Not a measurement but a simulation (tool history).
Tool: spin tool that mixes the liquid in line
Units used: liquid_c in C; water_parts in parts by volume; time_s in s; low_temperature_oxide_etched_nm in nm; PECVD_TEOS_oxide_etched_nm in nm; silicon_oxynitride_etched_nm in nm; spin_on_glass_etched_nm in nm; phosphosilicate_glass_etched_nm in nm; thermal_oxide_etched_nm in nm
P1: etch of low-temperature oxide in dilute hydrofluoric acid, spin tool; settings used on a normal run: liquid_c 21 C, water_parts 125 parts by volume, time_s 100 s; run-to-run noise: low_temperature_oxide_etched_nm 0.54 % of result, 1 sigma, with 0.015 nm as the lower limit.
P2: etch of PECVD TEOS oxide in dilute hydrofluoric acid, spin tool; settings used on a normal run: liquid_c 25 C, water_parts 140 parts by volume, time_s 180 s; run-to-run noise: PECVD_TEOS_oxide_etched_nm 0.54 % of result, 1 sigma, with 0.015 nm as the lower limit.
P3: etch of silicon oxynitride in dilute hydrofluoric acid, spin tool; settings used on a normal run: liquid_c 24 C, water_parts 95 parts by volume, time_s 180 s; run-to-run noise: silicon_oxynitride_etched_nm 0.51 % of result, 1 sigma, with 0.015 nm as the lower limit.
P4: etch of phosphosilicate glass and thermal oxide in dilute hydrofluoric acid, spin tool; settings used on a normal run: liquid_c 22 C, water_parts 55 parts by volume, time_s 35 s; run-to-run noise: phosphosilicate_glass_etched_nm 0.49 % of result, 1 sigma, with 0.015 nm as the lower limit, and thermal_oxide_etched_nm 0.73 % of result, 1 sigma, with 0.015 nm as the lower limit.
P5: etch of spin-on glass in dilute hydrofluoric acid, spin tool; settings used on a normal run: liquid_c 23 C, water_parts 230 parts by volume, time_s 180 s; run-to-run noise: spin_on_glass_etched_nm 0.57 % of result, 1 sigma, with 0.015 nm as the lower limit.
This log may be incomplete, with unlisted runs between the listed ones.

run   hour  process  liquid_c  water_parts  time_s  hours since the thermometer was replaced  hours since the hydrofluoric acid flow meter was replaced  low_temperature_oxide_etched_nm  PECVD_TEOS_oxide_etched_nm  silicon_oxynitride_etched_nm  spin_on_glass_etched_nm  phosphosilicate_glass_etched_nm  thermal_oxide_etched_nm
  1    4.5       P1        21          125     100                                     427.6                                                      149.9                           12.275
  2   12.3       P2        25          140      15                                     435.4                                                      157.7                                                        1.668
  3   20.9       P1        17          125     100                                       444                                                      166.3                           10.463
  4   26.7       P3        24           95     180                                     449.8                                                      172.1                                                                                     8.9927
  5   31.2       P3        24          175     180                                     454.3                                                      176.6                                                                                     4.5761
  6   40.4       P1        17          125     180                                     463.5                                                      185.8                           18.794
  7   47.6       P5        17          230     180                                     470.7                                                        193                                                                                                              20.202
  8   57.3       P3        24           95     180                                     480.4                                                      202.7                                                                                     8.9364
  9   66.4       P4        22           55      15                                     489.5                                                      211.8                                                                                                                                               26.274                   1.2134
 10   74.7       P3        17           95     180                                     497.8                                                      220.1                                                                                     6.2582
 11   81.7       P1        21          125     100                                     504.8                                                      227.1                           12.362
 12   89.6       P3        24           95     315                                     512.7                                                        235                                                                                     15.793
 13   98.1       P4        22           55      35                                     521.2                                                      243.5                                                                                                                                               60.848                   2.8094
 14  104.8       P5        23          230      50                                     527.9                                                      250.2                                                                                                              6.9938
 15  113.4       P1        17          125      45                                     536.5                                                      258.8                           4.7521
 16  118.5       P4        22          100      35                                     541.6                                                      263.9                                                                                                                                               31.577                   1.4678
 17  128.1       P2      32.5          140     180                                     551.2                                                      273.5                                                        26.26
 18  135.5       P4      28.5           55      35                                     558.6                                                      280.9                                                                                                                                               79.117                   3.6686
 19  141.9       P1        21          125     170                                       565                                                      287.3                            20.79
 20  148.3       P2        25          205     180                                     571.4                                                      293.7                                                       12.572
 21  157.3       P1        26          125     100                                     580.4                                                      302.7                           15.072
 22  166.7       P1        21          205     100                                     589.8                                                      312.1                           6.8735
 23  174.2       P1        21           40     100                                     597.3                                                      319.6                           42.287
 24  183.4       P1        17          125     190                                     606.5                                                      328.8                           19.901
 25    189       P2        25          140     180                                     612.1                                                      334.4                                                       19.904
 26  193.6       P1        21          125     100                                     616.7                                                        339                           12.246
 27  198.1       P1        21          125      45                                     621.2                                                      343.5                           5.5834
 28  206.9       P1        21          125     100                                       630                                                      352.3                           12.456
     208.8  -- thermometer replaced
 29  214.2       P5        23          230     180                                       5.5                                                      359.6                                                                                                              25.255
 30  223.6       P4        22           55      35                                      14.9                                                        369                                                                                                                                               61.439                   2.8034
 31  233.5       P5        23           45     180                                      24.8                                                      378.9                                                                                                              159.39
 32  240.7       P1        21          125     100                                        32                                                      386.1                           12.443
 33  249.1       P1        21          125     100                                      40.4                                                      394.5                           11.796
 34  258.1       P1        21          125     100                                      49.4                                                      403.5                           11.408
 35  265.8       P1        21          125     100                                      57.1                                                      411.2                           11.306
 36  273.6       P1        21          125     100                                      64.9                                                        419                           11.223
 37  278.7       P1        21          125     100                                        70                                                      424.1                           11.102
 38  286.5       P1        21          125     100                                      77.8                                                      431.9                           11.123

The output of P1 has drifted from where it used to be. Each of the 2 causes below, taken at the size shown beside it, accounts for the log equally well:
A: hydrofluoric acid flow below the setpoint (%) = 8.28
B: liquid colder than its thermometer reads (K) = 2.44
The onset of the drift is placed at about hour 240.7.

Consider the 4 check runs below, whose results appear as question marks and each of which averages 2 wafers. Which one distinguishes the causes, in that each cause would give it a clearly different result?
check 1  294.3       P4        27           55      15                                                                                                                                                                                                                                                         ?                        ?
check 2  294.3       P5        18          230     100                                                                                                                                                                                                                        ?
check 3  294.3       P2        25          140      20                                                                                                                                                                 ?
check 4  294.3       P3        17           95     310                                                                                                                                                                                               ?

Outcome of each check run for each possible cause:
  check                           result    if A    if B
check 1  phosphosilicate_glass_etched_nm  29.167   29.02
check 1          thermal_oxide_etched_nm  1.3542  1.3474
check 2          spin_on_glass_etched_nm  10.419  10.514
check 3       PECVD_TEOS_oxide_etched_nm  2.0034  2.0178
check 4     silicon_oxynitride_etched_nm  9.9783  9.6636
Distance between the nearest two causes, measured in the result of the check that separates them most: check 1 0.51 %; check 2 0.91 %; check 3 0.72 %; check 4 3.2 %
Check 4 distinguishes between the causes, while the remaining checks would return nearly the same result for all of them.

Here is what check 4 returned: silicon_oxynitride_etched_nm 9.706 nm. Which cause is it?

The correct cause is B, namely: liquid colder than its thermometer reads (K).
